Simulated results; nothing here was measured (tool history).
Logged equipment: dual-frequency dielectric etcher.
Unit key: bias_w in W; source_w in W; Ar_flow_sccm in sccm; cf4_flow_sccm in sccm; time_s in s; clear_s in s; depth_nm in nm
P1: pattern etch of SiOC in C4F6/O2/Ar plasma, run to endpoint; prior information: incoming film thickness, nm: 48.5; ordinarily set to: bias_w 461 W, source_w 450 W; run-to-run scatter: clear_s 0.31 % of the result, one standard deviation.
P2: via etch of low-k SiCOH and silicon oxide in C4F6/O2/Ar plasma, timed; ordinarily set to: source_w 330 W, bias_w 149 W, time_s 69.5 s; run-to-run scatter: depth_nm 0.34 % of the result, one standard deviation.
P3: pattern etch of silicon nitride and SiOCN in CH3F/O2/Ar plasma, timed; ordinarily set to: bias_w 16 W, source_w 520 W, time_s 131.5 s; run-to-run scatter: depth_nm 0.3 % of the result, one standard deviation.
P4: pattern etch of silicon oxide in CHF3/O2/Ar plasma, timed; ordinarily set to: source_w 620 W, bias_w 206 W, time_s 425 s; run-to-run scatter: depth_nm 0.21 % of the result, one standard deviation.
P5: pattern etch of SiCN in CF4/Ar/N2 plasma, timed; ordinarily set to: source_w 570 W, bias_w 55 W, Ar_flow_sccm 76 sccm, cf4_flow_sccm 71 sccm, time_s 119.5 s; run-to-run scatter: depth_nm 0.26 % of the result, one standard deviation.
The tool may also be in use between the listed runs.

run	hour	process	bias_w	source_w	Ar_flow_sccm	cf4_flow_sccm	time_s	hours since the last wet clean	hours since the last bias power generator calibration	hours since the last source power generator calibration	clear_s	depth_nm
1	9.3	P1	461	450				280.9	1359.9	939.6	16.522	
2	18.4	P1	358	450				290	1369	948.7	18.008	
3	26.9	P5	55	570	76	100	119.5	298.5	1377.5	957.2		124.46
4	33.9	P1	461	270				305.5	1384.5	964.2	19.942	
5	43.4	P4	206	620			563	315	1394	973.7		1151.8
6	51.4	P2	210	330			69.5	323	1402	981.7		190.25
7	56.9	P1	566	450				328.5	1407.5	987.2	15.251	
8	64.1	P4	206	420			425	335.7	1414.7	994.4		751.99
9	71.4	P3	16	520			97.5	343	1422	1001.7		12.097
10	80.2	P3	16	340			131.5	351.8	1430.8	1010.5		14.062
11	87.4	P4	206	620			425	359	1438	1017.7		868.74
12	92.4	P5	55	570	48	71	119.5	364	1443	1022.7		126.26
13	101.6	P1	461	450				373.2	1452.2	1031.9	16.515	
14	106.7	P5	71	570	76	71	119.5	378.3	1457.3	1037		128.57
15	114.2	P3	13	520			131.5	385.8	1464.8	1044.5		14.988
16	121.9	P1	461	450				393.5	1472.5	1052.2	16.497	
17	127	P5	55	570	76	71	179	398.6	1477.6	1057.3		177.67
18	132.9	P5	55	570	76	71	119.5	404.5	1483.5	1063.2		118.33
19	139.4	P3	16	520			131.5	411	1490	1069.7		16.371
20	148.4	P4	150	620			425	420	1499	1078.7		782.44
21	154.6	P1	461	620				426.2	1505.2	1084.9	14.641	
22	162	P1	314	350				433.6	1512.6	1092.3	20.849	
23	167.8	P5	55	410	76	71	119.5	439.4	1518.4	1098.1		88.512
24	176.1	P2	149	330			69.5	447.7	1526.7	1106.4		170.74
25	183.8	P4	206	620			425	455.4	1534.4	1114.1		869.73
26	193.5	P1	461	450				465.1	1544.1	1123.8	16.564	
27	198.5	P2	149	330			92	470.1	1549.1	1128.8		227.36
28	205.4	P2	149	460			69.5	477	1556	1135.7		194.93
29	214.5	P1	461	450				486.1	1565.1	1144.8	16.486	
30	223.4	P1	461	450				495	1574	1153.7	16.444	
31	230.8	P1	461	450				502.4	1581.4	1161.1	16.489	
32	237.5	P1	461	450				509.1	1588.1	1167.8	16.61	
33	243.4	P1	461	450				515	1594	1173.7	16.683	
34	250.1	P1	461	450				521.7	1600.7	1180.4	16.697	
35	255.4	P1	461	450				527	1606	1185.7	16.672	
# hour 257.3: wet clean of the chamber
36	264.3	P1	461	450				7	1614.9	1194.6	16.58	
37	272.3	P1	461	450				15	1622.9	1202.6	16.753	
38	281.1	P1	461	450				23.8	1631.7	1211.4	16.764	
39	286.1	P1	461	450				28.8	1636.7	1216.4	16.791	

What P1 gives has crept off from where it sat before. The 2 causes that follow fit the log equally well, each at the size noted:
A: source power that arrives under what is set, % = 4.04
B: bias power that arrives under what is set, % = 4.1
The gradual shift began around hour 223.4.
Excluded causes, each with its reason:
chamber walls in a state that lowers the etch rate, %: its service at hour 257.3 followed the start of the drift and did not put the process back to its old value

4 check runs are offered, one wafer each, their results left as question marks. Which one tells the causes apart?
check 1	291.1	P4	206	620			425					?
check 2	291.1	P5	55	570	76	71	119.5					?
check 3	291.1	P3	16	520			131.5					?
check 4	291.1	P2	149	330			69.5					?

What every check run would give for each of its results, assuming each possible cause in turn:
check	result	if A	if B
check 1	depth_nm	856.59	857.7
check 2	depth_nm	114.28	117.06
check 3	depth_nm	16.096	16.066
check 4	depth_nm	168.26	168.82
Separation of the two closest causes in each check, using whichever result separates them best: check 1 0.13 %; check 2 2.41 %; check 3 0.19 %; check 4 0.34 %
Of the check runs offered, only check 2 discriminates between the causes; the rest would read about the same regardless of which cause applies.

Then check 2 was run and gave: depth_nm 116.68 nm. Which cause is it?

Of the candidate causes, it is B: bias power that arrives under what is set, %.
